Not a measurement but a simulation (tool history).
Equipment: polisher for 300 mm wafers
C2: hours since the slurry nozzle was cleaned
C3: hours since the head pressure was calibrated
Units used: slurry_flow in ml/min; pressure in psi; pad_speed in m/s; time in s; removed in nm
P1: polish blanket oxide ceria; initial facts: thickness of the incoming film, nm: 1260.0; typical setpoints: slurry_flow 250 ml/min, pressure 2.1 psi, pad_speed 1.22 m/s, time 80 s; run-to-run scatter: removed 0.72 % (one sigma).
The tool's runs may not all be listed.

{"run": 1, "hour": 4.4, "slurry_flow": 250, "pressure": 2.1, "pad_speed": 1.22, "time": 80, "wafers polished on this pad": 885, "C2": 137.8, "C3": 101.2, "removed": 270.83}
{"run": 2, "hour": 7.3, "slurry_flow": 250, "pressure": 3.1, "pad_speed": 1.22, "time": 80, "wafers polished on this pad": 909, "C2": 140.7, "C3": 104.1, "removed": 392.41}
{"run": 3, "hour": 12.0, "slurry_flow": 315, "pressure": 2.1, "pad_speed": 1.22, "time": 80, "wafers polished on this pad": 947, "C2": 145.4, "C3": 108.8, "removed": 277.38}
{"run": 4, "hour": 16.7, "slurry_flow": 250, "pressure": 2.1, "pad_speed": 1.88, "time": 80, "wafers polished on this pad": 986, "C2": 150.1, "C3": 113.5, "removed": 413.56}
{"run": 5, "hour": 22.3, "slurry_flow": 250, "pressure": 2.1, "pad_speed": 1.22, "time": 41, "wafers polished on this pad": 1031, "C2": 155.7, "C3": 119.1, "removed": 138.76}
{"run": 6, "hour": 26.4, "slurry_flow": 250, "pressure": 2.1, "pad_speed": 1.22, "time": 124, "wafers polished on this pad": 1065, "C2": 159.8, "C3": 123.2, "removed": 417.3}
{"run": 7, "hour": 30.3, "slurry_flow": 250, "pressure": 2.1, "pad_speed": 1.22, "time": 80, "wafers polished on this pad": 1096, "C2": 163.7, "C3": 127.1, "removed": 266.6}
{"run": 8, "hour": 33.8, "slurry_flow": 355, "pressure": 2.1, "pad_speed": 0.86, "time": 80, "wafers polished on this pad": 1125, "C2": 167.2, "C3": 130.6, "removed": 193.75}
{"run": 9, "hour": 36.7, "slurry_flow": 250, "pressure": 2.1, "pad_speed": 1.62, "time": 113, "wafers polished on this pad": 1149, "C2": 170.1, "C3": 133.5, "removed": 508.35}
{"run": 10, "hour": 41.4, "slurry_flow": 250, "pressure": 2.9, "pad_speed": 0.6, "time": 80, "wafers polished on this pad": 1187, "C2": 174.8, "C3": 138.2, "removed": 182.65}
{"run": 11, "hour": 47.0, "slurry_flow": 250, "pressure": 2.1, "pad_speed": 0.56, "time": 80, "wafers polished on this pad": 1233, "C2": 180.4, "C3": 143.8, "removed": 123.79}
{"run": 12, "hour": 50.0, "slurry_flow": 250, "pressure": 2.1, "pad_speed": 1.22, "time": 80, "wafers polished on this pad": 1257, "C2": 183.4, "C3": 146.8, "removed": 271.94}
{"run": 13, "hour": 54.4, "slurry_flow": 250, "pressure": 2.1, "pad_speed": 1.22, "time": 80, "wafers polished on this pad": 1293, "C2": 187.8, "C3": 151.2, "removed": 263.59}
{"hour": 55.3, "done": "head pressure recalibrated"}
{"run": 14, "hour": 58.9, "slurry_flow": 250, "pressure": 2.1, "pad_speed": 1.22, "time": 80, "wafers polished on this pad": 1330, "C2": 192.3, "C3": 3.7, "removed": 271.8}
{"run": 15, "hour": 63.7, "slurry_flow": 250, "pressure": 2.1, "pad_speed": 1.22, "time": 80, "wafers polished on this pad": 1369, "C2": 197.1, "C3": 8.5, "removed": 269.78}
{"run": 16, "hour": 67.6, "slurry_flow": 250, "pressure": 1.2, "pad_speed": 1.22, "time": 80, "wafers polished on this pad": 1400, "C2": 201, "C3": 12.4, "removed": 152.67}
{"run": 17, "hour": 71.6, "slurry_flow": 150, "pressure": 2.1, "pad_speed": 1.22, "time": 80, "wafers polished on this pad": 1433, "C2": 205, "C3": 16.4, "removed": 250.05}
{"run": 18, "hour": 77.0, "slurry_flow": 250, "pressure": 2.1, "pad_speed": 1.22, "time": 80, "wafers polished on this pad": 1477, "C2": 210.4, "C3": 21.8, "removed": 268.25}
{"run": 19, "hour": 80.4, "slurry_flow": 250, "pressure": 2.1, "pad_speed": 1.22, "time": 80, "wafers polished on this pad": 1505, "C2": 213.8, "C3": 25.2, "removed": 266.65}
{"run": 20, "hour": 86.3, "slurry_flow": 250, "pressure": 2.1, "pad_speed": 1.22, "time": 80, "wafers polished on this pad": 1553, "C2": 219.7, "C3": 31.1, "removed": 265.11}
{"run": 21, "hour": 91.8, "slurry_flow": 250, "pressure": 2.1, "pad_speed": 1.22, "time": 80, "wafers polished on this pad": 1598, "C2": 225.2, "C3": 36.6, "removed": 256.68}
{"run": 22, "hour": 95.8, "slurry_flow": 250, "pressure": 2.1, "pad_speed": 1.22, "time": 80, "wafers polished on this pad": 1630, "C2": 229.2, "C3": 40.6, "removed": 258.13}
{"run": 23, "hour": 98.7, "slurry_flow": 250, "pressure": 2.1, "pad_speed": 1.22, "time": 80, "wafers polished on this pad": 1654, "C2": 232.1, "C3": 43.5, "removed": 258.36}
{"hour": 99.4, "done": "head pressure recalibrated"}
{"run": 24, "hour": 102.2, "slurry_flow": 250, "pressure": 2.1, "pad_speed": 1.22, "time": 80, "wafers polished on this pad": 1682, "C2": 235.6, "C3": 2.8, "removed": 258.62}
{"run": 25, "hour": 107.7, "slurry_flow": 250, "pressure": 2.1, "pad_speed": 1.22, "time": 80, "wafers polished on this pad": 1727, "C2": 241.1, "C3": 8.3, "removed": 257.25}

The output of P1 has drifted from where it used to be. Each of the 2 causes below, taken at the size shown beside it, accounts for the log equally well:
A: removal rate lost through wear of the pad, % = 4.86
B: slurry flow missing at the pad, % = 32.2
The gradual shift began around hour 77.
Every other cause this tool's parts could produce, and why it does not fit the log:
head's pressure below its setpoint, %: serviced at hour 99.4, after the change had begun; the process did not return to its earlier output

Consider the 4 check runs below, whose results appear as question marks and each of which averages 3 wafers. Which one distinguishes the causes, in that each cause would give it a clearly different result?
{"run": "check 1", "hour": 113.2, "slurry_flow": 150, "pressure": 2.1, "pad_speed": 0.86, "time": 80, "removed": "?"}
{"run": "check 2", "hour": 113.2, "slurry_flow": 250, "pressure": 2.1, "pad_speed": 0.58, "time": 80, "removed": "?"}
{"run": "check 3", "hour": 113.2, "slurry_flow": 250, "pressure": 2.1, "pad_speed": 1.56, "time": 43, "removed": "?"}
{"run": "check 4", "hour": 113.2, "slurry_flow": 250, "pressure": 2.1, "pad_speed": 1.46, "time": 120, "removed": "?"}

How each check would come out, cause by cause:
check=check_1 result=removed if_A=168.46 if_B=163.42
check=check_2 result=removed if_A=121.83 if_B=121.81
check=check_3 result=removed if_A=176.13 if_B=176.11
check=check_4 result=removed if_A=460.02 if_B=459.95
Gap, in per cent, between the two causes that each check separates least, read from the result that separates them most: check 1 3.04 %; check 2 0.02 %; check 3 0.02 %; check 4 0.02 %
Check 1 is the one run that separates the causes; every other check would come out nearly the same whichever cause is at work.

With check 1 done, the readings were: removed 163.76 nm. Identify which of the listed causes applies.

It is B: slurry flow missing at the pad, %.
